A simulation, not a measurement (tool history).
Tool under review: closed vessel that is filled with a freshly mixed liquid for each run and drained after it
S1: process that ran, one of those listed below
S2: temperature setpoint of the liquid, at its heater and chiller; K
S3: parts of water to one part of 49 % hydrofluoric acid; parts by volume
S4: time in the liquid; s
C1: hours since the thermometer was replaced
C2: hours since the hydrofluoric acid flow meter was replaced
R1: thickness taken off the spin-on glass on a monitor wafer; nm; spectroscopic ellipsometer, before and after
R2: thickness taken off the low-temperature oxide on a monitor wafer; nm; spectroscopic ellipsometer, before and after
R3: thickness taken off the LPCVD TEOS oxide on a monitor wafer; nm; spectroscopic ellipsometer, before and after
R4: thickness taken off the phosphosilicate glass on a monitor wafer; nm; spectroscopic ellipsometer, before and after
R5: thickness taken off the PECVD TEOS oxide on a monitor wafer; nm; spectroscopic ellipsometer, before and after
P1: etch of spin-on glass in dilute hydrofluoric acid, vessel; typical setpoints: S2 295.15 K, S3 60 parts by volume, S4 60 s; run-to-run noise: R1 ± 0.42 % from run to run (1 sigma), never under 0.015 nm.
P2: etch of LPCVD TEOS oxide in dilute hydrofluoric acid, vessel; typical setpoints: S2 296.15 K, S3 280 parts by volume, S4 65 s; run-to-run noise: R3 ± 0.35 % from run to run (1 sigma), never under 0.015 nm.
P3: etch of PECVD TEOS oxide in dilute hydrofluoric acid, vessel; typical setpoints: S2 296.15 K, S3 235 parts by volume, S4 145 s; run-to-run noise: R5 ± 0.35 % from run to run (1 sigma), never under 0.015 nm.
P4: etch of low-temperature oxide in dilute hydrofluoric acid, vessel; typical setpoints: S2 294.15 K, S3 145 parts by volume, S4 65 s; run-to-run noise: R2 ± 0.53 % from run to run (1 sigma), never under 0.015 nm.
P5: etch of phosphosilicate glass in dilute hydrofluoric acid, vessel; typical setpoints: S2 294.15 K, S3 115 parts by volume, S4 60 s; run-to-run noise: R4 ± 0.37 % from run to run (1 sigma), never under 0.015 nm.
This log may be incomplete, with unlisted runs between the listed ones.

run,day,S1,S2,S3,S4,C1,C2,R1,R2,R3,R4,R5
1,0.692,P1,295.15,60,60,957.4,1389.3,49.921,,,,
2,1.283,P4,294.15,145,65,971.6,1403.5,,6.7289,,,
3,1.842,P1,295.15,95,60,985,1416.9,30.325,,,,
4,2.512,P2,296.15,280,30,1001.1,1433,,,3.3127,,
5,3.088,P4,290.15,145,65,1014.9,1446.8,,5.6689,,,
6,3.696,P5,294.15,115,60,1029.5,1461.4,,,,28.773,
7,4.417,P4,294.15,145,65,1046.8,1478.7,,6.7155,,,
8,5.146,P1,295.15,25,60,1064.3,1496.2,125.07,,,,
9,5.521,P1,295.15,60,60,1073.3,1505.2,49.953,,,,
10,5.892,P3,296.15,235,145,1082.2,1514.1,,,,,10.331
11,6.375,P1,303.65,60,60,1093.8,1525.7,70.615,,,,
12,7.108,P1,290.15,60,60,1111.4,1543.3,40.852,,,,
13,7.796,P5,294.15,115,105,1127.9,1559.8,,,,50.278,
14,8.396,P5,294.15,35,60,1142.3,1574.2,,,,105.04,
15,8.912,P5,294.15,115,60,1154.7,1586.6,,,,28.686,
16,9.55,P2,296.15,280,65,1170,1601.9,,,7.1896,,
17,9.904,P1,295.15,60,60,1178.5,1610.4,50.276,,,,
18,10.625,P1,295.15,20,30,1195.8,1627.7,79.238,,,,
19,10.946,P3,290.15,235,145,1203.5,1635.4,,,,,8.3068
20,11.629,P3,296.15,235,30,1219.9,1651.8,,,,,2.164
21,12.238,P5,290.15,115,60,1234.5,1666.4,,,,24.468,
22,12.621,P1,295.15,60,60,1243.7,1675.6,50.366,,,,
23,13.325,P2,291.65,280,65,1260.6,1692.5,,,6.0593,,
24,14.042,P4,294.15,210,65,1277.8,1709.7,,4.3237,,,
25,14.771,P2,296.15,280,65,1295.3,1727.2,,,7.1506,,
26,15.142,P1,295.15,60,30,1304.2,1736.1,24.963,,,,
27,15.558,P1,295.15,60,60,1314.2,1746.1,50.178,,,,
28,15.904,P2,296.15,485,65,1322.5,1754.4,,,3.4564,,
29,16.412,P3,296.15,80,145,1334.7,1766.6,,,,,36.082
30,16.788,P1,295.15,60,90,1343.7,1775.6,74.643,,,,
31,17.508,P1,295.15,60,60,1361,1792.9,50.229,,,,
32,17.933,P4,294.15,145,30,1371.2,1803.1,,3.1317,,,
33,18.388,P1,295.15,60,60,1382.1,1814,50.143,,,,
34,18.933,P1,295.15,60,60,1395.2,1827.1,48.414,,,,
35,19.458,P1,295.15,60,60,1407.8,1839.7,47.678,,,,
36,19.908,P1,295.15,60,60,1418.6,1850.5,47.771,,,,
37,20.55,P1,295.15,60,60,1434,1865.9,47.061,,,,
38,20.867,P1,295.15,60,60,1441.6,1873.5,46.81,,,,
39,21.188,P1,295.15,60,60,1449.3,1881.2,46.422,,,,
40,21.546,P1,295.15,60,60,1457.9,1889.8,46.679,,,,
41,22.088,P1,295.15,60,60,1470.9,1902.8,46.331,,,,
42,22.504,P1,295.15,60,60,1480.9,1912.8,46.439,,,,
43,23.192,P1,295.15,60,60,1497.4,1929.3,46.123,,,,

P1 has crept away from where it was. The log is fitted equally well by each of these 2 causes, at the sizes shown:
A: liquid colder than its thermometer reads (K) = 1.86
B: hydrofluoric acid flow below the setpoint (%) = 6.96
At approximately day 18.388, the process output began to creep.

The check runs listed below each take one wafer, and their results are still question marks. Under which run would the listed causes lead to clearly different results?
check 1,23.879,P3,296.15,135,50,,,,,,,?
check 2,23.879,P4,290.15,145,65,,,,?,,,
check 3,23.879,P5,294.15,115,85,,,,,,?,
check 4,23.879,P2,296.15,455,65,,,,,?,,

What every check run would give for each of its results, assuming each possible cause in turn:
check,result,if A,if B
check 1,R5,6.4551,6.3886
check 2,R2,5.291,5.2619
check 3,R4,37.853,37.624
check 4,R3,3.5334,3.3967
Per check, the gap between the least separated pair of causes, taken in the result that splits them most: check 1 1.04 %; check 2 0.55 %; check 3 0.61 %; check 4 3.95 %
Check 4 is the one run that separates the causes; every other check would come out nearly the same whichever cause is at work.

The results of check 4 are: R3 3.3815 nm. Based on these, which of the listed causes is it?

The cause is B: hydrofluoric acid flow below the setpoint (%).
